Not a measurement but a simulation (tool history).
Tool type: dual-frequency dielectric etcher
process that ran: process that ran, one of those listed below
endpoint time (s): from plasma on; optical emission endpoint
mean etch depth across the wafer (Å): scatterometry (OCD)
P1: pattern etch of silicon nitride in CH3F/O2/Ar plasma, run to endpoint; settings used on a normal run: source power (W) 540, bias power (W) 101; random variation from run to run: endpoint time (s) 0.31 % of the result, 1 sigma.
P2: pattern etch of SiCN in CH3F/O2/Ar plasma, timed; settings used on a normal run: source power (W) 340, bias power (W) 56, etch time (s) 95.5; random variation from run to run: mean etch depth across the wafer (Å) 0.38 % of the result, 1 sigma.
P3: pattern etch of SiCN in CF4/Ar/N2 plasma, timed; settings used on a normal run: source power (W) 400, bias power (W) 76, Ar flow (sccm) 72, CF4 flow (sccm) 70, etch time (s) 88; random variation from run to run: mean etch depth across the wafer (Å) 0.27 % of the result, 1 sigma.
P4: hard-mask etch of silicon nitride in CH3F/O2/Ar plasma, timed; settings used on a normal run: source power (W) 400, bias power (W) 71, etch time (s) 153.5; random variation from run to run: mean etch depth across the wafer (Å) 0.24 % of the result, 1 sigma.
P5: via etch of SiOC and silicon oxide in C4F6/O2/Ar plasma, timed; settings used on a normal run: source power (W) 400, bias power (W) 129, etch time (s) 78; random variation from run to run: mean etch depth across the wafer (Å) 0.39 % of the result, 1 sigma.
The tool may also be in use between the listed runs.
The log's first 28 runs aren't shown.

run   hour  process that ran  source power (W)  bias power (W)  etch time (s)  Ar flow (sccm)  CF4 flow (sccm)  hours since the last wet clean  hours since the last source power generator calibration  hours since the last bias power generator calibration  endpoint time (s)  mean etch depth across the wafer (Å)
 29  309.3                P4               400              71          153.5                                                            425.8                                                   1556.6                                                 2324.1                                                     1070
 30  318.9                P2               340              56           95.5                                                            435.4                                                   1566.2                                                 2333.7                                                   301.31
 31    331                P1               650              74                                                                           447.5                                                   1578.3                                                 2345.8             34.471
 32  341.8                P1               540             101                                                                           458.3                                                   1589.1                                                 2356.6             32.953
 33  352.2                P1               540             101                                                                           468.7                                                   1599.5                                                   2367             32.905
 34  358.5                P1               540             101                                                                             475                                                   1605.8                                                 2373.3              32.93
 35  364.9                P1               540             101                                                                           481.4                                                   1612.2                                                 2379.7             32.592
 36    372                P1               540             101                                                                           488.5                                                   1619.3                                                 2386.8              32.73
 37  382.9                P1               540             101                                                                           499.4                                                   1630.2                                                 2397.7             32.655

The next listed run, before its measurement:
     393.8  -- wet clean of the chamber
 38  396.8                P1               540             101                                                                               3                                                   1644.1                                                 2411.6                  ?

Run 38 produced endpoint time (s) 32.572.
